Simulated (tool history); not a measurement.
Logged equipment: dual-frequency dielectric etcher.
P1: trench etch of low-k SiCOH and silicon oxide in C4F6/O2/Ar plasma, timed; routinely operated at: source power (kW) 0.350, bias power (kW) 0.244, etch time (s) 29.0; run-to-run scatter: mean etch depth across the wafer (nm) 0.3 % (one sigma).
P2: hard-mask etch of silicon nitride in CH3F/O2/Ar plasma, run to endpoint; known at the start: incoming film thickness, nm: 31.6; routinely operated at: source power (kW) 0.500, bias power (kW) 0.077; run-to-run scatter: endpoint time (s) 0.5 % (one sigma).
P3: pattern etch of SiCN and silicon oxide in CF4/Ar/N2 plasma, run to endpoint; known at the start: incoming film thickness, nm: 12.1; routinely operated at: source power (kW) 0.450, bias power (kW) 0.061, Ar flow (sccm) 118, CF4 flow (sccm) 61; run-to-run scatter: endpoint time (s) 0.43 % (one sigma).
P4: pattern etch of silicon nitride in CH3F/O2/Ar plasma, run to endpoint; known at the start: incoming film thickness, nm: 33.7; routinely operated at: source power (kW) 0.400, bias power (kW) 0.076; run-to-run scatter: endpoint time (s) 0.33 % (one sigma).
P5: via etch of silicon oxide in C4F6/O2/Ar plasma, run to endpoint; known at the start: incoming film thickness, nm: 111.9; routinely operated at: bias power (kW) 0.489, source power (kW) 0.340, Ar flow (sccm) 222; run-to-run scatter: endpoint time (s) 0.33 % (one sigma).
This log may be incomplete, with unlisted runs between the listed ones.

| run | hour | process that ran | source power (kW) | bias power (kW) | etch time (s) | Ar flow (sccm) | CF4 flow (sccm) | hours since the last wet clean | hours since the last source power generator calibration | hours since the last bias power generator calibration | mean etch depth across the wafer (nm) | endpoint time (s) |
|---|---|---|---|---|---|---|---|---|---|---|---|---|
| 1 | 13.1 | P1 | 0.350 | 0.244 | 29.0 |  |  | 427.3 | 2098.0 | 2803.6 | 93.988 |  |
| 2 | 22.4 | P3 | 0.450 | 0.061 |  | 118 | 61 | 436.6 | 2107.3 | 2812.9 |  | 15.955 |
| 3 | 37.9 | P3 | 0.450 | 0.043 |  | 118 | 61 | 452.1 | 2122.8 | 2828.4 |  | 17.913 |
| 4 | 48.8 | P2 | 0.700 | 0.077 |  |  |  | 463.0 | 2133.7 | 2839.3 |  | 36.280 |
| 5 | 58.2 | P1 | 0.240 | 0.244 | 29.0 |  |  | 472.4 | 2143.1 | 2848.7 | 81.377 |  |
| 6 | 65.1 | P4 | 0.250 | 0.076 |  |  |  | 479.3 | 2150.0 | 2855.6 |  | 57.826 |
| 7 | 76.4 | P3 | 0.450 | 0.061 |  | 70 | 61 | 490.6 | 2161.3 | 2866.9 |  | 14.716 |
| 8 | 84.7 | P1 | 0.350 | 0.244 | 29.0 |  |  | 498.9 | 2169.6 | 2875.2 | 93.943 |  |
| 9 | 100.2 | P1 | 0.350 | 0.319 | 20.5 |  |  | 514.4 | 2185.1 | 2890.7 | 72.718 |  |
| 10 | 108.9 | P5 | 0.410 | 0.489 |  | 222 |  | 523.1 | 2193.8 | 2899.4 |  | 24.080 |
| 11 | 124.6 | P1 | 0.350 | 0.244 | 29.0 |  |  | 538.8 | 2209.5 | 2915.1 | 94.221 |  |
| 12 | 132.3 | P1 | 0.350 | 0.332 | 29.0 |  |  | 546.5 | 2217.2 | 2922.8 | 105.060 |  |
| 13 | 145.7 | P5 | 0.340 | 0.489 |  | 179 |  | 559.9 | 2230.6 | 2936.2 |  | 25.143 |
| 14 | 155.5 | P3 | 0.450 | 0.061 |  | 118 | 61 | 569.7 | 2240.4 | 2946.0 |  | 15.868 |
| 15 | 165.1 | P5 | 0.340 | 0.489 |  | 222 |  | 579.3 | 2250.0 | 2955.6 |  | 25.760 |
| 16 | 177.4 | P1 | 0.350 | 0.173 | 29.0 |  |  | 591.6 | 2262.3 | 2967.9 | 83.686 |  |
| 17 | 188.6 | P1 | 0.420 | 0.244 | 29.0 |  |  | 602.8 | 2273.5 | 2979.1 | 100.540 |  |
| 18 | 199.2 | P2 | 0.500 | 0.047 |  |  |  | 613.4 | 2284.1 | 2989.7 |  | 48.875 |
|  | 209.3 | bias power generator calibrated |
| 19 | 211.5 | P2 | 0.500 | 0.077 |  |  |  | 625.7 | 2296.4 | 2.3 |  | 41.927 |
| 20 | 220.3 | P5 | 0.340 | 0.681 |  | 222 |  | 634.5 | 2305.2 | 11.1 |  | 22.819 |
| 21 | 229.2 | P4 | 0.400 | 0.076 |  |  |  | 643.4 | 2314.1 | 20.0 |  | 48.284 |
| 22 | 240.6 | P1 | 0.230 | 0.244 | 16.0 |  |  | 654.8 | 2325.5 | 31.4 | 44.242 |  |
| 23 | 249.2 | P1 | 0.350 | 0.244 | 43.0 |  |  | 663.4 | 2334.1 | 40.0 | 138.730 |  |
| 24 | 263.4 | P3 | 0.450 | 0.061 |  | 118 | 42 | 677.6 | 2348.3 | 54.2 |  | 16.929 |
| 25 | 278.7 | P1 | 0.350 | 0.289 | 37.5 |  |  | 692.9 | 2363.6 | 69.5 | 128.390 |  |
| 26 | 287.2 | P1 | 0.350 | 0.244 | 29.0 |  |  | 701.4 | 2372.1 | 78.0 | 93.736 |  |
| 27 | 296.0 | P4 | 0.400 | 0.076 |  |  |  | 710.2 | 2380.9 | 86.8 |  | 47.978 |
| 28 | 306.4 | P3 | 0.310 | 0.061 |  | 118 | 61 | 720.6 | 2391.3 | 97.2 |  | 22.192 |
| 29 | 315.4 | P1 | 0.350 | 0.244 | 29.0 |  |  | 729.6 | 2400.3 | 106.2 | 94.016 |  |
| 30 | 329.3 | P5 | 0.340 | 0.489 |  | 222 |  | 743.5 | 2414.2 | 120.1 |  | 25.993 |
| 31 | 344.2 | P1 | 0.350 | 0.244 | 29.0 |  |  | 758.4 | 2429.1 | 135.0 | 93.607 |  |
| 32 | 359.6 | P2 | 0.500 | 0.077 |  |  |  | 773.8 | 2444.5 | 150.4 |  | 41.582 |
| 33 | 367.8 | P1 | 0.350 | 0.244 | 16.0 |  |  | 782.0 | 2452.7 | 158.6 | 51.906 |  |
| 34 | 383.4 | P4 | 0.400 | 0.100 |  |  |  | 797.6 | 2468.3 | 174.2 |  | 43.897 |
| 35 | 394.0 | P1 | 0.350 | 0.244 | 29.0 |  |  | 808.2 | 2478.9 | 184.8 | 93.696 |  |
| 36 | 404.0 | P1 | 0.350 | 0.244 | 29.0 |  |  | 818.2 | 2488.9 | 194.8 | 92.992 |  |
| 37 | 413.3 | P1 | 0.350 | 0.244 | 29.0 |  |  | 827.5 | 2498.2 | 204.1 | 93.422 |  |
| 38 | 423.4 | P1 | 0.350 | 0.244 | 29.0 |  |  | 837.6 | 2508.3 | 214.2 | 92.819 |  |
| 39 | 436.5 | P1 | 0.350 | 0.244 | 29.0 |  |  | 850.7 | 2521.4 | 227.3 | 92.187 |  |
| 40 | 448.1 | P1 | 0.350 | 0.244 | 29.0 |  |  | 862.3 | 2533.0 | 238.9 | 92.813 |  |
|  | 460.1 | wet clean of the chamber |
| 41 | 464.0 | P1 | 0.350 | 0.244 | 29.0 |  |  | 4.0 | 2548.9 | 254.8 | 92.422 |  |
| 42 | 478.6 | P1 | 0.350 | 0.244 | 29.0 |  |  | 18.6 | 2563.5 | 269.4 | 92.567 |  |
| 43 | 494.4 | P1 | 0.350 | 0.244 | 29.0 |  |  | 34.4 | 2579.3 | 285.2 | 92.497 |  |
| 44 | 502.8 | P1 | 0.350 | 0.244 | 29.0 |  |  | 42.8 | 2587.7 | 293.6 | 92.136 |  |

P1 has crept away from where it was. The log is fitted equally well by each of these 2 causes, at the sizes shown:
A: source power that arrives under what is set, % = 3.81
B: bias power that arrives under what is set, % = 4.29
Onset of the creep was near hour 394.0.
The rest of the possible causes, and what rules out each one:
chamber walls in a state that lowers the etch rate, %: serviced at hour 460.1, after the change had begun; the process did not return to its earlier output

Of the 4 check runs below, each run on 3 wafers with the results averaged and each result still a question mark, which one would tell the listed causes apart?
| check 1 | 511.2 | P2 | 0.680 | 0.053 |  |  |  |  |  |  |  | ? |
| check 2 | 511.2 | P3 | 0.450 | 0.061 |  | 75 | 61 |  |  |  |  | ? |
| check 3 | 511.2 | P4 | 0.330 | 0.076 |  |  |  |  |  |  |  | ? |
| check 4 | 511.2 | P5 | 0.340 | 0.664 |  | 222 |  |  |  |  |  | ? |

Predicted outcomes, by check and by cause:
| check | result | if A | if B |
|---|---|---|---|
| check 1 | endpoint time (s) | 42.322 | 42.233 |
| check 2 | endpoint time (s) | 15.307 | 14.994 |
| check 3 | endpoint time (s) | 52.798 | 52.837 |
| check 4 | endpoint time (s) | 23.270 | 23.340 |
Per check, the gap between the least separated pair of causes, taken in the result that splits them most: check 1 0.21 %; check 2 2.07 %; check 3 0.07 %; check 4 0.3 %
Only in check 2 would the causes give clearly different results; in the remaining checks their results would be nearly the same.

With check 2 done, the readings were: endpoint time (s) 15.060. Identify which of the listed causes applies.

B is the cause: bias power that arrives under what is set, %.
